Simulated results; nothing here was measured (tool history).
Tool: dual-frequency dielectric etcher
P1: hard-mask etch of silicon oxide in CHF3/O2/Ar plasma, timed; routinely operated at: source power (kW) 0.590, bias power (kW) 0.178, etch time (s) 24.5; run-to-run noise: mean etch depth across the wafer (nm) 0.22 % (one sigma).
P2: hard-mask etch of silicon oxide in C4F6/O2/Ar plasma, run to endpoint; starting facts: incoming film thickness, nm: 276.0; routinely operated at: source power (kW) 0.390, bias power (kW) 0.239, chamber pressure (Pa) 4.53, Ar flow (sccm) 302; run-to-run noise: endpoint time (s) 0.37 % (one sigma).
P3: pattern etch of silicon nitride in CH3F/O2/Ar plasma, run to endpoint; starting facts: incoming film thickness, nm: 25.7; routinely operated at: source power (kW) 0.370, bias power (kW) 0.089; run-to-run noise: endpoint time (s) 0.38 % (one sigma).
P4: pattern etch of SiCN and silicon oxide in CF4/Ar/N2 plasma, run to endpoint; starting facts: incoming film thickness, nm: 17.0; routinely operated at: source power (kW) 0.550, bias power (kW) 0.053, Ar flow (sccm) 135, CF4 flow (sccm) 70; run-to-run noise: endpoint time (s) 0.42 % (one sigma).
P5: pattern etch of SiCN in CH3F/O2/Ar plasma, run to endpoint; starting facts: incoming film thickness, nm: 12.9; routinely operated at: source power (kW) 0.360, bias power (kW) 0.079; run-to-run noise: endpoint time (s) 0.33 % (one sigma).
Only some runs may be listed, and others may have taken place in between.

run,hour,process that ran,source power (kW),bias power (kW),etch time (s),Ar flow (sccm),CF4 flow (sccm),chamber pressure (Pa),mean etch depth across the wafer (nm),endpoint time (s)
1,3.1,P1,0.590,0.178,24.5,,,,47.027,
2,6.6,P1,0.590,0.178,24.5,,,,46.898,
3,11.0,P4,0.550,0.065,,135,70,,,17.594
4,14.7,P4,0.550,0.053,,135,56,,,19.636
5,19.3,P5,0.360,0.060,,,,,,38.525
6,26.2,P4,0.730,0.053,,135,70,,,14.525
7,31.2,P3,0.370,0.089,,,,,,35.371
8,35.3,P2,0.390,0.239,,366,,4.53,,86.721
9,41.1,P1,0.590,0.233,24.5,,,,51.373,
10,44.9,P2,0.550,0.239,,302,,4.53,,74.245
11,50.8,P2,0.390,0.239,,302,,5.53,,86.272
12,54.8,P5,0.360,0.079,,,,,,34.828
13,60.5,P1,0.590,0.178,13.5,,,,25.861,
14,64.3,P1,0.590,0.178,24.5,,,,46.881,
15,69.6,P2,0.390,0.292,,302,,4.53,,79.617
16,73.5,P1,0.590,0.178,36.0,,,,69.302,
17,79.3,P1,0.590,0.224,36.0,,,,74.164,
18,84.4,P1,0.820,0.178,24.5,,,,53.156,
19,88.3,P1,0.590,0.178,24.5,,,,46.882,
20,92.2,P5,0.280,0.079,,,,,,38.160
21,95.5,P1,0.590,0.178,24.5,,,,46.913,
22,99.5,P1,0.470,0.178,24.5,,,,42.998,
23,104.6,P2,0.390,0.239,,302,,4.53,,84.789
24,108.1,P3,0.370,0.089,,,,,,35.154
25,112.1,P3,0.230,0.089,,,,,,41.673
26,117.1,P1,0.590,0.178,24.5,,,,46.730,
27,123.4,P1,0.590,0.178,24.5,,,,46.987,
28,126.4,P4,0.550,0.053,,185,70,,,20.161
29,133.0,P1,0.590,0.118,24.5,,,,41.122,
30,139.8,P4,0.550,0.053,,135,70,,,18.938
31,146.3,P3,0.370,0.120,,,,,,31.356
32,150.2,P1,0.590,0.178,24.5,,,,46.881,
33,153.4,P1,0.590,0.178,24.5,,,,46.565,
34,158.9,P1,0.590,0.178,24.5,,,,46.531,
35,162.6,P1,0.590,0.178,24.5,,,,46.312,
36,168.7,P1,0.590,0.178,24.5,,,,46.215,
# hour 172.6: wet clean of the chamber
37,172.8,P1,0.590,0.178,24.5,,,,46.270,
38,178.5,P1,0.590,0.178,24.5,,,,46.318,
39,183.9,P1,0.590,0.178,24.5,,,,46.127,
40,188.4,P1,0.590,0.178,24.5,,,,45.940,

What P1 gives has crept off from where it sat before. The 2 causes that follow fit the log equally well, each at the size noted:
A: bias power that arrives under what is set, % = 4.61
B: source power that arrives under what is set, % = 4.04
The process output started creeping at around hour 150.2.
Why every other cause is out:
chamber walls in a state that lowers the etch rate, %: serviced at hour 172.6, after the drift had started, without restoring the earlier output

Consider the 4 check runs below, whose results appear as question marks and each of which averages 2 wafers. Which one distinguishes the causes, in that each cause would give it a clearly different result?
check 1,192.9,P3,0.370,0.089,,,,,,?
check 2,192.9,P4,0.550,0.053,,135,70,,,?
check 3,192.9,P2,0.390,0.239,,302,,4.53,,?
check 4,192.9,P5,0.360,0.079,,,,,,?

How each check would come out, cause by cause:
check,result,if A,if B
check 1,endpoint time (s),35.626,35.572
check 2,endpoint time (s),19.114,19.525
check 3,endpoint time (s),86.105,86.107
check 4,endpoint time (s),35.468,35.408
Distance between the nearest two causes, measured in the result of the check that separates them most: check 1 0.15 %; check 2 2.13 %; check 3 0 %; check 4 0.17 %
Only check 2 tells the causes apart: in the others they would give nearly the same result.

After running check 2, the following was obtained: endpoint time (s) 19.083. Which cause does this point to?

Of the candidate causes, it is A: bias power that arrives under what is set, %.
